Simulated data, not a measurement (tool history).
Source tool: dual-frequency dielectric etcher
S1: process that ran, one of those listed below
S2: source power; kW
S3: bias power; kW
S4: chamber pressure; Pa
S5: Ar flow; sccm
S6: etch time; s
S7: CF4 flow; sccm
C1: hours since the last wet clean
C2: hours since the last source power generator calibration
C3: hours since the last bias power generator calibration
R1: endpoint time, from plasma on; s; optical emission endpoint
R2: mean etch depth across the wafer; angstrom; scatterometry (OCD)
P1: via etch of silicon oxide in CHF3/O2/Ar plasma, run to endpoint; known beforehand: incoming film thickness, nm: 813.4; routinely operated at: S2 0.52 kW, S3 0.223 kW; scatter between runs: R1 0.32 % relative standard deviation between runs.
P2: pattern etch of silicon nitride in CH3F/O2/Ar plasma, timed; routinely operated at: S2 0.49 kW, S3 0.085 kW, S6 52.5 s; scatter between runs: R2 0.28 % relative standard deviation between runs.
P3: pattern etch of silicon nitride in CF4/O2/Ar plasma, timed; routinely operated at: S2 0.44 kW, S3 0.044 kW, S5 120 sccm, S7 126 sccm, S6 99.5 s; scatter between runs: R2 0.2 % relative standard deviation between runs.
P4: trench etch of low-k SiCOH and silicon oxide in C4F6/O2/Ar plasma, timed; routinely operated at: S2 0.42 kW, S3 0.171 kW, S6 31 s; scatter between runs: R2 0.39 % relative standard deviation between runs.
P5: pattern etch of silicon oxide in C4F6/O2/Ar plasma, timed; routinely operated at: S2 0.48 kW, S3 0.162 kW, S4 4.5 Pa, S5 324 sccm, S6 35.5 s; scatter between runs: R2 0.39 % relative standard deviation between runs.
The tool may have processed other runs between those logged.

run,hour,S1,S2,S3,S4,S5,S6,S7,C1,C2,C3,R1,R2
1,9.5,P1,0.52,0.223,,,,,100.7,1713,2713.5,403.36,
2,20.9,P5,0.48,0.162,5.9,324,35.5,,112.1,1724.4,2724.9,,1110.7
3,35.4,P1,0.52,0.223,,,,,126.6,1738.9,2739.4,403.6,
4,48.1,P4,0.42,0.171,,,17,,139.3,1751.6,2752.1,,540.56
5,56.3,P5,0.33,0.162,4.5,324,35.5,,147.5,1759.8,2760.3,,990.21
6,63.6,P1,0.37,0.164,,,,,154.8,1767.1,2767.6,510.79,
7,74.5,P1,0.63,0.223,,,,,165.7,1778,2778.5,375.76,
8,88,P3,0.44,0.044,,94,99.5,126,179.2,1791.5,2792,,1671.9
9,97.8,P5,0.48,0.162,4.5,324,23.5,,189,1801.3,2801.8,,756.5
10,108.5,P5,0.48,0.162,4.5,324,35.5,,199.7,1812,2812.5,,1137.7
11,117,P2,0.49,0.085,,,52.5,,208.2,1820.5,2821,,412.46
12,125,P3,0.44,0.058,,120,99.5,126,216.2,1828.5,2829,,1795.5
13,131.7,P4,0.49,0.171,,,31,,222.9,1835.2,2835.7,,1036.4
14,146.3,P2,0.49,0.085,,,29,,237.5,1849.8,2850.3,,228.24
15,159.8,P3,0.44,0.044,,120,99.5,92,251,1863.3,2863.8,,1551.9
# hour 160.2: bias power generator calibrated
16,172.8,P1,0.52,0.17,,,,,264,1876.3,12.7,446.84,
17,180.3,P3,0.44,0.044,,120,137,126,271.5,1883.8,20.2,,2229.5
18,186.9,P3,0.31,0.044,,120,99.5,126,278.1,1890.4,26.8,,1191.5
19,196.5,P2,0.65,0.085,,,52.5,,287.7,1900,36.4,,458.81
20,204.6,P5,0.48,0.162,4.5,430,35.5,,295.8,1908.1,44.5,,1114.4
21,212.8,P1,0.41,0.285,,,,,304,1916.3,52.7,405.15,
22,225.8,P1,0.52,0.223,,,,,317,1929.3,65.7,405.65,
23,239,P1,0.52,0.223,,,,,330.2,1942.5,78.9,403.53,
24,245.7,P5,0.48,0.207,4.5,324,35.5,,336.9,1949.2,85.6,,1235.1
25,254.5,P4,0.42,0.171,,,31,,345.7,1958,94.4,,978.18
26,266.5,P1,0.62,0.292,,,,,357.7,1970,106.4,343.81,
27,281.2,P4,0.42,0.215,,,31,,372.4,1984.7,121.1,,1059.1

Run 28 has not been measured yet. What should we expect?
28,292.6,P2,0.49,0.117,,,52.5,,383.8,1996.1,132.5,,?

R2: 464.52 angstrom

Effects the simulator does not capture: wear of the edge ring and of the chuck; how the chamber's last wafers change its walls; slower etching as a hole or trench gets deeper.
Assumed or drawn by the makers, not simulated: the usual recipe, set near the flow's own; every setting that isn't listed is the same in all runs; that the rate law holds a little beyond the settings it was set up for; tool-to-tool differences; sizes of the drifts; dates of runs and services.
